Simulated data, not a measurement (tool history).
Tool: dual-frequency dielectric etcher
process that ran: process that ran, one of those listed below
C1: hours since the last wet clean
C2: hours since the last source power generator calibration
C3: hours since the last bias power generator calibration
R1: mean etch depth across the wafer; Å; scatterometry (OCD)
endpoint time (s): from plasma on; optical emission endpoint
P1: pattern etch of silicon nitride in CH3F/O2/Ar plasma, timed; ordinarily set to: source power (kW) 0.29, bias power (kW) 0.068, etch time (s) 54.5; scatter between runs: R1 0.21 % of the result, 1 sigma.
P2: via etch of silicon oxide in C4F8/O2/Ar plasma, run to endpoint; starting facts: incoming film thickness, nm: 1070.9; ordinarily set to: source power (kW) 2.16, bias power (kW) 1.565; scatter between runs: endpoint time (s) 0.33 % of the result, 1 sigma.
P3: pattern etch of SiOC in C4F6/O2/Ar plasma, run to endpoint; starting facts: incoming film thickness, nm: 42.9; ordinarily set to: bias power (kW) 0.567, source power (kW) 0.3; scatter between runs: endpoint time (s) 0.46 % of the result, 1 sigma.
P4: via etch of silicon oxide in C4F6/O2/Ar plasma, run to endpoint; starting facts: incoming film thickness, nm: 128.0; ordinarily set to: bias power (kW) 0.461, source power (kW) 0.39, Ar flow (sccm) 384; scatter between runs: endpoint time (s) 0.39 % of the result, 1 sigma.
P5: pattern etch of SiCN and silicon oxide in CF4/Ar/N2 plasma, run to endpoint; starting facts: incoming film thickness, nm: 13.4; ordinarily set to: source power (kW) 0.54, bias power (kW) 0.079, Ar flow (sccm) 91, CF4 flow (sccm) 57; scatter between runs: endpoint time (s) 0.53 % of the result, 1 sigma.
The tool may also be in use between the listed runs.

{"run": 1, "hour": 6.9, "process that ran": "P1", "source power (kW)": 0.29, "bias power (kW)": 0.068, "etch time (s)": 54.5, "C1": 418.2, "C2": 2619.4, "C3": 2293.3, "R1": 327.23}
{"run": 2, "hour": 11.1, "process that ran": "P1", "source power (kW)": 0.29, "bias power (kW)": 0.083, "etch time (s)": 54.5, "C1": 422.4, "C2": 2623.6, "C3": 2297.5, "R1": 352.49}
{"run": 3, "hour": 16.2, "process that ran": "P1", "source power (kW)": 0.23, "bias power (kW)": 0.091, "etch time (s)": 54.5, "C1": 427.5, "C2": 2628.7, "C3": 2302.6, "R1": 334.08}
{"run": 4, "hour": 22.9, "process that ran": "P5", "source power (kW)": 0.54, "bias power (kW)": 0.079, "Ar flow (sccm)": 123, "CF4 flow (sccm)": 57, "C1": 434.2, "C2": 2635.4, "C3": 2309.3, "endpoint time (s)": 13.387}
{"run": 5, "hour": 31.0, "process that ran": "P1", "source power (kW)": 0.29, "bias power (kW)": 0.068, "etch time (s)": 54.5, "C1": 442.3, "C2": 2643.5, "C3": 2317.4, "R1": 327.89}
{"run": 6, "hour": 37.9, "process that ran": "P4", "source power (kW)": 0.39, "bias power (kW)": 0.284, "Ar flow (sccm)": 384, "C1": 449.2, "C2": 2650.4, "C3": 2324.3, "endpoint time (s)": 35.19}
{"run": 7, "hour": 41.6, "process that ran": "P4", "source power (kW)": 0.39, "bias power (kW)": 0.461, "Ar flow (sccm)": 384, "C1": 452.9, "C2": 2654.1, "C3": 2328, "endpoint time (s)": 29.894}
{"run": 8, "hour": 48.7, "process that ran": "P5", "source power (kW)": 0.54, "bias power (kW)": 0.098, "Ar flow (sccm)": 91, "CF4 flow (sccm)": 57, "C1": 460, "C2": 2661.2, "C3": 2335.1, "endpoint time (s)": 11.834}
{"run": 9, "hour": 55.7, "process that ran": "P1", "source power (kW)": 0.29, "bias power (kW)": 0.068, "etch time (s)": 54.5, "C1": 467, "C2": 2668.2, "C3": 2342.1, "R1": 328.33}
{"run": 10, "hour": 61.5, "process that ran": "P3", "source power (kW)": 0.3, "bias power (kW)": 0.422, "C1": 472.8, "C2": 2674, "C3": 2347.9, "endpoint time (s)": 17.034}
{"run": 11, "hour": 65.8, "process that ran": "P2", "source power (kW)": 2.16, "bias power (kW)": 2.118, "C1": 477.1, "C2": 2678.3, "C3": 2352.2, "endpoint time (s)": 202.8}
{"run": 12, "hour": 72.5, "process that ran": "P1", "source power (kW)": 0.29, "bias power (kW)": 0.068, "etch time (s)": 54.5, "C1": 483.8, "C2": 2685, "C3": 2358.9, "R1": 328.39}
{"run": 13, "hour": 77.1, "process that ran": "P1", "source power (kW)": 0.29, "bias power (kW)": 0.068, "etch time (s)": 69.5, "C1": 488.4, "C2": 2689.6, "C3": 2363.5, "R1": 418.41}
{"run": 14, "hour": 82.3, "process that ran": "P1", "source power (kW)": 0.35, "bias power (kW)": 0.068, "etch time (s)": 54.5, "C1": 493.6, "C2": 2694.8, "C3": 2368.7, "R1": 352.7}
{"hour": 82.4, "done": "source power generator calibrated"}
{"run": 15, "hour": 86.3, "process that ran": "P5", "source power (kW)": 0.4, "bias power (kW)": 0.079, "Ar flow (sccm)": 91, "CF4 flow (sccm)": 57, "C1": 497.6, "C2": 3.9, "C3": 2372.7, "endpoint time (s)": 16.673}
{"hour": 93.9, "done": "bias power generator calibrated"}
{"run": 16, "hour": 94.2, "process that ran": "P1", "source power (kW)": 0.29, "bias power (kW)": 0.068, "etch time (s)": 30, "C1": 505.5, "C2": 11.8, "C3": 0.3, "R1": 181.14}
{"run": 17, "hour": 99.0, "process that ran": "P4", "source power (kW)": 0.39, "bias power (kW)": 0.461, "Ar flow (sccm)": 297, "C1": 510.3, "C2": 16.6, "C3": 5.1, "endpoint time (s)": 29.094}
{"run": 18, "hour": 107.1, "process that ran": "P3", "source power (kW)": 0.17, "bias power (kW)": 0.567, "C1": 518.4, "C2": 24.7, "C3": 13.2, "endpoint time (s)": 18.755}
{"run": 19, "hour": 112.8, "process that ran": "P2", "source power (kW)": 2.16, "bias power (kW)": 1.565, "C1": 524.1, "C2": 30.4, "C3": 18.9, "endpoint time (s)": 218.6}
{"run": 20, "hour": 118.3, "process that ran": "P4", "source power (kW)": 0.39, "bias power (kW)": 0.461, "Ar flow (sccm)": 384, "C1": 529.6, "C2": 35.9, "C3": 24.4, "endpoint time (s)": 29.814}
{"run": 21, "hour": 122.3, "process that ran": "P1", "source power (kW)": 0.29, "bias power (kW)": 0.068, "etch time (s)": 54.5, "C1": 533.6, "C2": 39.9, "C3": 28.4, "R1": 327.63}
{"run": 22, "hour": 129.5, "process that ran": "P1", "source power (kW)": 0.29, "bias power (kW)": 0.056, "etch time (s)": 54.5, "C1": 540.8, "C2": 47.1, "C3": 35.6, "R1": 306.29}
{"run": 23, "hour": 134.2, "process that ran": "P2", "source power (kW)": 2.16, "bias power (kW)": 1.565, "C1": 545.5, "C2": 51.8, "C3": 40.3, "endpoint time (s)": 220.04}
{"run": 24, "hour": 139.8, "process that ran": "P4", "source power (kW)": 0.25, "bias power (kW)": 0.461, "Ar flow (sccm)": 384, "C1": 551.1, "C2": 57.4, "C3": 45.9, "endpoint time (s)": 35.168}
{"run": 25, "hour": 146.3, "process that ran": "P1", "source power (kW)": 0.21, "bias power (kW)": 0.068, "etch time (s)": 54.5, "C1": 557.6, "C2": 63.9, "C3": 52.4, "R1": 290.19}
{"run": 26, "hour": 150.1, "process that ran": "P5", "source power (kW)": 0.54, "bias power (kW)": 0.079, "Ar flow (sccm)": 91, "CF4 flow (sccm)": 46, "C1": 561.4, "C2": 67.7, "C3": 56.2, "endpoint time (s)": 13.203}
{"run": 27, "hour": 158.0, "process that ran": "P2", "source power (kW)": 3.04, "bias power (kW)": 1.565, "C1": 569.3, "C2": 75.6, "C3": 64.1, "endpoint time (s)": 191.06}
{"run": 28, "hour": 165.2, "process that ran": "P1", "source power (kW)": 0.29, "bias power (kW)": 0.068, "etch time (s)": 54.5, "C1": 576.5, "C2": 82.8, "C3": 71.3, "R1": 328.45}
{"run": 29, "hour": 169.6, "process that ran": "P5", "source power (kW)": 0.54, "bias power (kW)": 0.079, "Ar flow (sccm)": 91, "CF4 flow (sccm)": 57, "C1": 580.9, "C2": 87.2, "C3": 75.7, "endpoint time (s)": 12.732}
{"run": 30, "hour": 175.1, "process that ran": "P3", "source power (kW)": 0.3, "bias power (kW)": 0.567, "C1": 586.4, "C2": 92.7, "C3": 81.2, "endpoint time (s)": 15.15}
{"run": 31, "hour": 180.1, "process that ran": "P1", "source power (kW)": 0.29, "bias power (kW)": 0.068, "etch time (s)": 54.5, "C1": 591.4, "C2": 97.7, "C3": 86.2, "R1": 327.91}
{"run": 32, "hour": 185.5, "process that ran": "P1", "source power (kW)": 0.29, "bias power (kW)": 0.068, "etch time (s)": 54.5, "C1": 596.8, "C2": 103.1, "C3": 91.6, "R1": 331.68}
{"run": 33, "hour": 193.6, "process that ran": "P1", "source power (kW)": 0.29, "bias power (kW)": 0.068, "etch time (s)": 54.5, "C1": 604.9, "C2": 111.2, "C3": 99.7, "R1": 332.7}
{"run": 34, "hour": 199.0, "process that ran": "P1", "source power (kW)": 0.29, "bias power (kW)": 0.068, "etch time (s)": 54.5, "C1": 610.3, "C2": 116.6, "C3": 105.1, "R1": 334.44}
{"hour": 199.1, "done": "wet clean of the chamber"}
{"run": 35, "hour": 206.5, "process that ran": "P1", "source power (kW)": 0.29, "bias power (kW)": 0.068, "etch time (s)": 54.5, "C1": 7.5, "C2": 124.1, "C3": 112.6, "R1": 332.22}
{"run": 36, "hour": 212.7, "process that ran": "P1", "source power (kW)": 0.29, "bias power (kW)": 0.068, "etch time (s)": 54.5, "C1": 13.7, "C2": 130.3, "C3": 118.8, "R1": 334.14}
{"run": 37, "hour": 220.8, "process that ran": "P1", "source power (kW)": 0.29, "bias power (kW)": 0.068, "etch time (s)": 54.5, "C1": 21.8, "C2": 138.4, "C3": 126.9, "R1": 334.57}
{"run": 38, "hour": 225.1, "process that ran": "P1", "source power (kW)": 0.29, "bias power (kW)": 0.068, "etch time (s)": 54.5, "C1": 26.1, "C2": 142.7, "C3": 131.2, "R1": 334.58}

What P1 gives has crept away from where it was. These 2 causes fit the log equally well, each at the size given:
A: bias power that arrives over what is set, % = 4.83
B: source power that arrives over what is set, % = 4.45
The creep began at about hour 180.1.
What rules out each remaining cause:
chamber walls in a state that raises the etch rate, %: serviced at hour 199.1, after the drift had started, without restoring the earlier output

You are offered 4 check runs, listed below with question marks in place of their results; each one averages 3 wafers. Which run separates the listed causes by giving clearly different results for each?
{"run": "check 1", "hour": 229.4, "process that ran": "P4", "source power (kW)": 0.25, "bias power (kW)": 0.329, "Ar flow (sccm)": 384, "endpoint time (s)": "?"}
{"run": "check 2", "hour": 229.4, "process that ran": "P3", "source power (kW)": 0.3, "bias power (kW)": 0.486, "endpoint time (s)": "?"}
{"run": "check 3", "hour": 229.4, "process that ran": "P2", "source power (kW)": 2.16, "bias power (kW)": 1.841, "endpoint time (s)": "?"}
{"run": "check 4", "hour": 229.4, "process that ran": "P5", "source power (kW)": 0.44, "bias power (kW)": 0.079, "Ar flow (sccm)": 91, "CF4 flow (sccm)": 57, "endpoint time (s)": "?"}

What each check would give under each cause:
check=check_1 result=endpoint_time_(s) if_A=39.109 if_B=39.139
check=check_2 result=endpoint_time_(s) if_A=15.791 if_B=15.82
check=check_3 result=endpoint_time_(s) if_A=208.37 if_B=207.48
check=check_4 result=endpoint_time_(s) if_A=15.107 if_B=14.784
Distance between the nearest two causes, measured in the result of the check that separates them most: check 1 0.08 %; check 2 0.18 %; check 3 0.43 %; check 4 2.16 %
Only in check 4 would the causes give clearly different results; in the remaining checks their results would be nearly the same.

Running check 4 produced the following: endpoint time (s) 15.05. Which one of the listed causes fits?

The cause is A: bias power that arrives over what is set, %.
